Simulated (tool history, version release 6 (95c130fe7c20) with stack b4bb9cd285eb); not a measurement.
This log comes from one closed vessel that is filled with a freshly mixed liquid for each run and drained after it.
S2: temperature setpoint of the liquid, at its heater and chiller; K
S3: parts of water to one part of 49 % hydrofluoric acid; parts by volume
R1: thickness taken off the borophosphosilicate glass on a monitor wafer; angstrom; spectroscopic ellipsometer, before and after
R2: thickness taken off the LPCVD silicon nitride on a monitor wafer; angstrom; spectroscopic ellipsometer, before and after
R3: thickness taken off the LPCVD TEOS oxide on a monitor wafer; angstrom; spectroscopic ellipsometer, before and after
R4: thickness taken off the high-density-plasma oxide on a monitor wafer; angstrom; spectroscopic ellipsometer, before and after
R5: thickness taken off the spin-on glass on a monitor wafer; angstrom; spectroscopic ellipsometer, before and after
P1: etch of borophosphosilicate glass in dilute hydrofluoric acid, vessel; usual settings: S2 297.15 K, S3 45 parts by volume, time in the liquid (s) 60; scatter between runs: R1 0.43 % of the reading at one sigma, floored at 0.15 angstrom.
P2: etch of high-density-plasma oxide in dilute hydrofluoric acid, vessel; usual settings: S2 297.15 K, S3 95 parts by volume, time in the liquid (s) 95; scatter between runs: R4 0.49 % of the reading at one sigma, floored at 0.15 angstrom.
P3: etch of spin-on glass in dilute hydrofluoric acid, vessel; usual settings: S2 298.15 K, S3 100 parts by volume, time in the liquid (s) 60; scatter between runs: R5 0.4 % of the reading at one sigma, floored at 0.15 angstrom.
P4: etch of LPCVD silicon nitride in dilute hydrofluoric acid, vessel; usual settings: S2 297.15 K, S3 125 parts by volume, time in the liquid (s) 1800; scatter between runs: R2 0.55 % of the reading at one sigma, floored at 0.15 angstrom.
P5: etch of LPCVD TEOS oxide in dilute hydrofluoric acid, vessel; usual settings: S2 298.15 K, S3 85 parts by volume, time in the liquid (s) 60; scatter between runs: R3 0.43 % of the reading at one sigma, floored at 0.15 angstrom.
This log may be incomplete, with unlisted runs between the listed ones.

{"run": 1, "hour": 11.6, "process that ran": "P1", "S2": 297.15, "S3": 45, "time in the liquid (s)": 60, "R1": 1005.7}
{"run": 2, "hour": 21.8, "process that ran": "P1", "S2": 290.15, "S3": 45, "time in the liquid (s)": 60, "R1": 749.42}
{"run": 3, "hour": 34.0, "process that ran": "P4", "S2": 301.65, "S3": 125, "time in the liquid (s)": 1800, "R2": 96.841}
{"run": 4, "hour": 43.3, "process that ran": "P5", "S2": 302.15, "S3": 85, "time in the liquid (s)": 60, "R3": 308.28}
{"run": 5, "hour": 53.4, "process that ran": "P2", "S2": 297.15, "S3": 95, "time in the liquid (s)": 135, "R4": 73.484}
{"run": 6, "hour": 63.5, "process that ran": "P1", "S2": 297.15, "S3": 45, "time in the liquid (s)": 60, "R1": 1008.6}
{"run": 7, "hour": 75.6, "process that ran": "P1", "S2": 297.15, "S3": 75, "time in the liquid (s)": 105, "R1": 1013.2}
{"run": 8, "hour": 86.4, "process that ran": "P1", "S2": 297.15, "S3": 45, "time in the liquid (s)": 60, "R1": 996.78}
{"run": 9, "hour": 95.9, "process that ran": "P1", "S2": 297.15, "S3": 65, "time in the liquid (s)": 60, "R1": 670.59}
{"run": 10, "hour": 105.2, "process that ran": "P2", "S2": 297.15, "S3": 140, "time in the liquid (s)": 95, "R4": 33.211}
{"run": 11, "hour": 116.4, "process that ran": "P4", "S2": 297.15, "S3": 125, "time in the liquid (s)": 1800, "R2": 72.865}
{"run": 12, "hour": 125.8, "process that ran": "P4", "S2": 297.15, "S3": 125, "time in the liquid (s)": 1800, "R2": 72.088}
{"run": 13, "hour": 134.2, "process that ran": "P2", "S2": 297.15, "S3": 95, "time in the liquid (s)": 95, "R4": 51.84}
{"run": 14, "hour": 144.9, "process that ran": "P2", "S2": 303.15, "S3": 95, "time in the liquid (s)": 95, "R4": 65.665}
{"run": 15, "hour": 154.8, "process that ran": "P1", "S2": 297.15, "S3": 45, "time in the liquid (s)": 100, "R1": 1653.0}
{"run": 16, "hour": 163.5, "process that ran": "P3", "S2": 304.15, "S3": 100, "time in the liquid (s)": 60, "R5": 276.44}
{"run": 17, "hour": 170.8, "process that ran": "P1", "S2": 297.15, "S3": 45, "time in the liquid (s)": 60, "R1": 998.72}
{"run": 18, "hour": 178.6, "process that ran": "P5", "S2": 298.15, "S3": 85, "time in the liquid (s)": 60, "R3": 263.1}
{"run": 19, "hour": 189.0, "process that ran": "P4", "S2": 297.15, "S3": 125, "time in the liquid (s)": 3400, "R2": 137.85}
{"run": 20, "hour": 201.0, "process that ran": "P5", "S2": 298.15, "S3": 120, "time in the liquid (s)": 60, "R3": 178.14}
{"run": 21, "hour": 212.0, "process that ran": "P3", "S2": 298.15, "S3": 100, "time in the liquid (s)": 60, "R5": 220.32}
{"run": 22, "hour": 223.9, "process that ran": "P1", "S2": 290.15, "S3": 45, "time in the liquid (s)": 30, "R1": 375.34}
{"run": 23, "hour": 231.9, "process that ran": "P1", "S2": 297.15, "S3": 45, "time in the liquid (s)": 60, "R1": 1008.1}
{"run": 24, "hour": 243.4, "process that ran": "P1", "S2": 297.15, "S3": 45, "time in the liquid (s)": 60, "R1": 1001.4}
{"run": 25, "hour": 254.1, "process that ran": "P3", "S2": 298.15, "S3": 20, "time in the liquid (s)": 60, "R5": 1229.3}
{"run": 26, "hour": 265.1, "process that ran": "P3", "S2": 298.15, "S3": 100, "time in the liquid (s)": 60, "R5": 219.94}
{"run": 27, "hour": 275.1, "process that ran": "P5", "S2": 298.15, "S3": 85, "time in the liquid (s)": 30, "R3": 132.18}
{"run": 28, "hour": 283.6, "process that ran": "P3", "S2": 298.15, "S3": 100, "time in the liquid (s)": 30, "R5": 110.34}
{"run": 29, "hour": 291.7, "process that ran": "P1", "S2": 303.65, "S3": 45, "time in the liquid (s)": 60, "R1": 1299.8}
{"run": 30, "hour": 299.0, "process that ran": "P1", "S2": 297.15, "S3": 45, "time in the liquid (s)": 60, "R1": 995.34}
{"run": 31, "hour": 308.5, "process that ran": "P1", "S2": 290.15, "S3": 45, "time in the liquid (s)": 30, "R1": 371.8}
{"run": 32, "hour": 319.0, "process that ran": "P4", "S2": 297.15, "S3": 195, "time in the liquid (s)": 1800, "R2": 46.789}
{"run": 33, "hour": 329.1, "process that ran": "P1", "S2": 297.15, "S3": 20, "time in the liquid (s)": 60, "R1": 2351.1}
{"run": 34, "hour": 339.8, "process that ran": "P1", "S2": 297.15, "S3": 45, "time in the liquid (s)": 30, "R1": 499.1}
{"run": 35, "hour": 350.9, "process that ran": "P2", "S2": 297.15, "S3": 95, "time in the liquid (s)": 95, "R4": 52.433}
{"run": 36, "hour": 356.7, "process that ran": "P1", "S2": 297.15, "S3": 45, "time in the liquid (s)": 60, "R1": 1001.5}

What will run 37 give?
{"run": 37, "hour": 367.0, "process that ran": "P1", "S2": 297.15, "S3": 45, "time in the liquid (s)": 60, "R1": "?"}

{"run 37": {"R1": 1021.7}}
